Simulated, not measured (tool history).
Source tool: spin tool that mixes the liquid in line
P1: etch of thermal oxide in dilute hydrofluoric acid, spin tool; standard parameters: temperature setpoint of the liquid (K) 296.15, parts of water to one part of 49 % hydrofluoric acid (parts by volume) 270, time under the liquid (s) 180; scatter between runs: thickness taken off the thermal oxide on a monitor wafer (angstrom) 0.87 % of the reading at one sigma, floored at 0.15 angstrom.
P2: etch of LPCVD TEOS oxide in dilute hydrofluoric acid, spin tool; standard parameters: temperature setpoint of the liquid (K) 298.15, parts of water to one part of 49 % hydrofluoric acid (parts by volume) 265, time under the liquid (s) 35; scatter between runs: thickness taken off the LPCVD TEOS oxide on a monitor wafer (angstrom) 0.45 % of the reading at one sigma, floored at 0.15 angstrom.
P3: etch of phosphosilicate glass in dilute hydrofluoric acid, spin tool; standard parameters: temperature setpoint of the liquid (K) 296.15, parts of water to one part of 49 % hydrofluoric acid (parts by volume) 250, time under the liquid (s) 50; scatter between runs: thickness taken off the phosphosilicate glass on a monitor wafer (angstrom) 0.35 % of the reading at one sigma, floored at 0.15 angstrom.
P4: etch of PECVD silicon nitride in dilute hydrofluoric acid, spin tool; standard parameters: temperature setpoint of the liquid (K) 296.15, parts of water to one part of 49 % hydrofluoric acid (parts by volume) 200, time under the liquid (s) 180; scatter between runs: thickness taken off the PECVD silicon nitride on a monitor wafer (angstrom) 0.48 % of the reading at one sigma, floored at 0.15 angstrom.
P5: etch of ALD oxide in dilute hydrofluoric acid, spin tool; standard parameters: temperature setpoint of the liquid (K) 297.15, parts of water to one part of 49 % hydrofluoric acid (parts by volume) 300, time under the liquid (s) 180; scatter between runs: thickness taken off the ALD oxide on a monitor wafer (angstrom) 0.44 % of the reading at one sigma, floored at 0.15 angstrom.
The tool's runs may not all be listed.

run,hour,process that ran,temperature setpoint of the liquid (K),parts of water to one part of 49 % hydrofluoric acid (parts by volume),time under the liquid (s),hours since the thermometer was replaced,hours since the hydrofluoric acid flow meter was replaced,thickness taken off the thermal oxide on a monitor wafer (angstrom),thickness taken off the PECVD silicon nitride on a monitor wafer (angstrom),thickness taken off the phosphosilicate glass on a monitor wafer (angstrom),thickness taken off the ALD oxide on a monitor wafer (angstrom),thickness taken off the LPCVD TEOS oxide on a monitor wafer (angstrom)
1,16.5,P1,296.15,270,180,398.0,378.6,25.4600,,,,
2,31.3,P1,296.15,270,40,412.8,393.4,5.7248,,,,
3,42.5,P4,296.15,200,15,424.0,404.6,,4.0358,,,
4,56.0,P3,296.15,250,70,437.5,418.1,,,169.910,,
5,67.8,P5,297.15,300,15,449.3,429.9,,,,3.8704,
6,76.7,P1,296.15,125,325,458.2,438.8,115.6600,,,,
7,86.6,P3,290.15,250,50,468.1,448.7,,,96.600,,
8,96.7,P2,298.15,265,35,478.2,458.8,,,,,47.378
9,111.3,P1,296.15,270,180,492.8,473.4,25.8690,,,,
10,125.1,P2,298.15,265,55,506.6,487.2,,,,,74.936
# hour 128.2: thermometer replaced
11,132.6,P3,296.15,250,50,4.5,494.7,,,121.440,,
12,142.9,P5,297.15,540,180,14.8,505.0,,,,21.8210,
13,156.3,P1,296.15,270,310,28.2,518.4,44.5890,,,,
14,172.8,P2,298.15,110,35,44.7,534.9,,,,,135.660
15,180.4,P2,306.15,265,35,52.3,542.5,,,,,61.771
16,193.0,P5,297.15,300,180,64.9,555.1,,,,48.1630,
17,203.1,P1,301.15,270,340,75.0,565.2,58.2820,,,,
18,216.7,P4,296.15,200,180,88.6,578.8,,47.5080,,,
19,225.9,P1,296.15,270,180,97.8,588.0,25.4590,,,,
20,240.0,P1,296.15,100,180,111.9,602.1,82.8720,,,,
21,255.1,P1,290.65,270,180,127.0,617.2,21.1710,,,,
22,266.2,P5,290.15,300,180,138.1,628.3,,,,37.0480,
23,280.9,P3,296.15,250,50,152.8,643.0,,,121.320,,
24,290.4,P1,296.15,270,180,162.3,652.5,26.1050,,,,
25,297.8,P3,296.15,435,50,169.7,659.9,,,58.748,,
26,305.6,P1,302.65,270,180,177.5,667.7,32.9090,,,,
27,320.8,P4,296.15,360,180,192.7,682.9,,26.9450,,,
28,336.6,P4,296.15,200,180,208.5,698.7,,47.9460,,,
29,349.7,P1,296.15,400,180,221.6,711.8,15.4690,,,,
30,361.8,P4,302.15,200,180,233.7,723.9,,69.1120,,,
31,370.9,P1,296.15,270,180,242.8,733.0,26.2990,,,,
32,385.1,P1,296.15,270,180,257.0,747.2,26.1760,,,,
33,401.8,P1,296.15,270,180,273.7,763.9,25.2420,,,,
34,416.7,P1,296.15,270,180,288.6,778.8,24.6860,,,,
35,433.0,P1,296.15,270,180,304.9,795.1,24.4150,,,,
36,447.8,P1,296.15,270,180,319.7,809.9,24.2180,,,,
37,461.7,P1,296.15,270,180,333.6,823.8,24.7090,,,,
38,478.1,P1,296.15,270,180,350.0,840.2,24.2830,,,,
39,487.6,P1,296.15,270,180,359.5,849.7,24.7030,,,,
40,504.0,P1,296.15,270,180,375.9,866.1,24.2100,,,,
41,520.6,P1,296.15,270,180,392.5,882.7,23.9540,,,,
42,528.6,P1,296.15,270,180,400.5,890.7,24.1170,,,,
43,536.6,P1,296.15,270,180,408.5,898.7,23.9970,,,,

The output of P1 has drifted from where it used to be. Each of the 2 causes below, taken at the size shown beside it, accounts for the log equally well:
A: hydrofluoric acid flow below the setpoint (%) = 5.9
B: liquid colder than its thermometer reads (K) = 2.14
The drift started at roughly hour 385.1.

Which of the 4 check runs listed below separates the causes, so that each cause would produce a clearly different result? Each run uses one wafer, and its results are marked with question marks.
check 1,544.6,P3,296.15,345,50,,,,,?,,
check 2,544.6,P5,290.15,300,50,,,,,,?,
check 3,544.6,P4,300.65,200,180,,,,?,,,
check 4,544.6,P2,303.15,265,50,,,,,,,?

What each check would give under each cause:
check,result,if A,if B
check 1,thickness taken off the phosphosilicate glass on a monitor wafer (angstrom),74.043,74.492
check 2,thickness taken off the ALD oxide on a monitor wafer (angstrom),9.5770,9.5224
check 3,thickness taken off the PECVD silicon nitride on a monitor wafer (angstrom),59.2150,55.1550
check 4,thickness taken off the LPCVD TEOS oxide on a monitor wafer (angstrom),74.031,74.634
Distance between the nearest two causes, measured in the result of the check that separates them most: check 1 0.6 %; check 2 0.57 %; check 3 7.1 %; check 4 0.81 %
The other checks would show nearly matching results whichever cause is true, so check 3 is the only one that separates the causes.

Check 3 was carried out, with these results: thickness taken off the PECVD silicon nitride on a monitor wafer (angstrom) 59.4620. Which of the listed causes is responsible?

The cause is A: hydrofluoric acid flow below the setpoint (%).

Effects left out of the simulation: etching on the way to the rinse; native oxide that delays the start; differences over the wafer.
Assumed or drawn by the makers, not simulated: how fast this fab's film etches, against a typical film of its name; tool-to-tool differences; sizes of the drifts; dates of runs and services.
